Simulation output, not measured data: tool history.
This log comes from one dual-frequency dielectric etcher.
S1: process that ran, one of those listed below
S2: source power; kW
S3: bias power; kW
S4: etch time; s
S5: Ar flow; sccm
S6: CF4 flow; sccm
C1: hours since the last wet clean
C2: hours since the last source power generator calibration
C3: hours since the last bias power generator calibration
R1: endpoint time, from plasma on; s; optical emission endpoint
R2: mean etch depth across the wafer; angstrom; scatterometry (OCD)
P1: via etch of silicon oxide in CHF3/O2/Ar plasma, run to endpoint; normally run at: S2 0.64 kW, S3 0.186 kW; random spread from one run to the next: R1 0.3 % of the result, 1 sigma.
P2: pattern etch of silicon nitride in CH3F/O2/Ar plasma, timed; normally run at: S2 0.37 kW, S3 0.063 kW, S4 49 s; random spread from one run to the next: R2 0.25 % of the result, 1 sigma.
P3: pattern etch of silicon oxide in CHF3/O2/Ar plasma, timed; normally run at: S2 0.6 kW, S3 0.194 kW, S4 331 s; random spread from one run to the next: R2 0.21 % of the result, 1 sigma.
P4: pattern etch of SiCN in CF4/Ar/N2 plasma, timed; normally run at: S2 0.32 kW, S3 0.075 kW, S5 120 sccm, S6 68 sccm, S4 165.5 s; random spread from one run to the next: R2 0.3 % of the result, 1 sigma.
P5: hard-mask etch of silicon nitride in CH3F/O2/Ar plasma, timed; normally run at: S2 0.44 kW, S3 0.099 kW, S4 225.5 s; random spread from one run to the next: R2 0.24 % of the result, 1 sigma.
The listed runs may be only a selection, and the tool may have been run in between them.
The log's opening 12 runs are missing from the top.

run 13 hour=44.2 | S1=P1 S2=0.41 S3=0.256 | C1=254.1 C2=1233.1 C3=479.6 | R1=274.07
run 14 hour=46.6 | S1=P4 S2=0.32 S3=0.075 S4=203.5 S5=120 S6=68 | C1=256.5 C2=1235.5 C3=482 | R2=1270.1
run 15 hour=49.4 | S1=P1 S2=0.64 S3=0.249 | C1=259.3 C2=1238.3 C3=484.8 | R1=235.44
run 16 hour=53.3 | S1=P3 S2=0.79 S3=0.194 S4=331 | C1=263.2 C2=1242.2 C3=488.7 | R2=7532
run 17 hour=55.5 | S1=P1 S2=0.64 S3=0.151 | C1=265.4 C2=1244.4 C3=490.9 | R1=278.95
run 18 hour=59.6 | S1=P5 S2=0.3 S3=0.099 S4=225.5 | C1=269.5 C2=1248.5 C3=495 | R2=1631
run 19 hour=63.1 | S1=P5 S2=0.44 S3=0.099 S4=225.5 | C1=273 C2=1252 C3=498.5 | R2=1880.3
run 20 hour=65.9 | S1=P1 S2=0.64 S3=0.186 | C1=275.8 C2=1254.8 C3=501.3 | R1=261.44
run 21 hour=69.8 | S1=P1 S2=0.64 S3=0.186 | C1=279.7 C2=1258.7 C3=505.2 | R1=260.4
run 22 hour=74 | S1=P1 S2=0.43 S3=0.186 | C1=283.9 C2=1262.9 C3=509.4 | R1=303.88
run 23 hour=75.9 | S1=P2 S2=0.37 S3=0.08 S4=49 | C1=285.8 C2=1264.8 C3=511.3 | R2=354.66
run 24 hour=80 | S1=P4 S2=0.32 S3=0.075 S4=165.5 S5=120 S6=68 | C1=289.9 C2=1268.9 C3=515.4 | R2=1037.9
run 25 hour=83.9 | S1=P1 S2=0.64 S3=0.186 | C1=293.8 C2=1272.8 C3=519.3 | R1=260.94
run 26 hour=86.3 | S1=P5 S2=0.44 S3=0.099 S4=225.5 | C1=296.2 C2=1275.2 C3=521.7 | R2=1883.9
run 27 hour=89.6 | S1=P1 S2=0.64 S3=0.186 | C1=299.5 C2=1278.5 C3=525 | R1=261.43
run 28 hour=91.7 | S1=P4 S2=0.32 S3=0.075 S4=165.5 S5=120 S6=48 | C1=301.6 C2=1280.6 C3=527.1 | R2=979.57
run 29 hour=94.7 | S1=P1 S2=0.91 S3=0.186 | C1=304.6 C2=1283.6 C3=530.1 | R1=228.1
run 30 hour=98.7 | S1=P1 S2=0.64 S3=0.186 | C1=308.6 C2=1287.6 C3=534.1 | R1=259.43
run 31 hour=102 | S1=P3 S2=0.6 S3=0.194 S4=446 | C1=311.9 C2=1290.9 C3=537.4 | R2=9093.4
run 32 hour=106.3 | S1=P1 S2=0.39 S3=0.117 | C1=316.2 C2=1295.2 C3=541.7 | R1=366.27
run 33 hour=109.8 | S1=P4 S2=0.32 S3=0.043 S4=165.5 S5=120 S6=68 | C1=319.7 C2=1298.7 C3=545.2 | R2=855.11
run 34 hour=111.9 | S1=P1 S2=0.64 S3=0.186 | C1=321.8 C2=1300.8 C3=547.3 | R1=259.8
run 35 hour=114.8 | S1=P1 S2=0.64 S3=0.186 | C1=324.7 C2=1303.7 C3=550.2 | R1=261.91
run 36 hour=117.4 | S1=P1 S2=0.64 S3=0.186 | C1=327.3 C2=1306.3 C3=552.8 | R1=264.02
run 37 hour=120.5 | S1=P1 S2=0.64 S3=0.186 | C1=330.4 C2=1309.4 C3=555.9 | R1=264.36

What does the tool deliver on the next run?
-- hour=121.9 wet clean of the chamber
run 38 hour=123 | S1=P1 S2=0.64 S3=0.186 | C1=1.1 C2=1311.9 C3=558.4 | R1=?

Run 38 measured R1 264.95 s.

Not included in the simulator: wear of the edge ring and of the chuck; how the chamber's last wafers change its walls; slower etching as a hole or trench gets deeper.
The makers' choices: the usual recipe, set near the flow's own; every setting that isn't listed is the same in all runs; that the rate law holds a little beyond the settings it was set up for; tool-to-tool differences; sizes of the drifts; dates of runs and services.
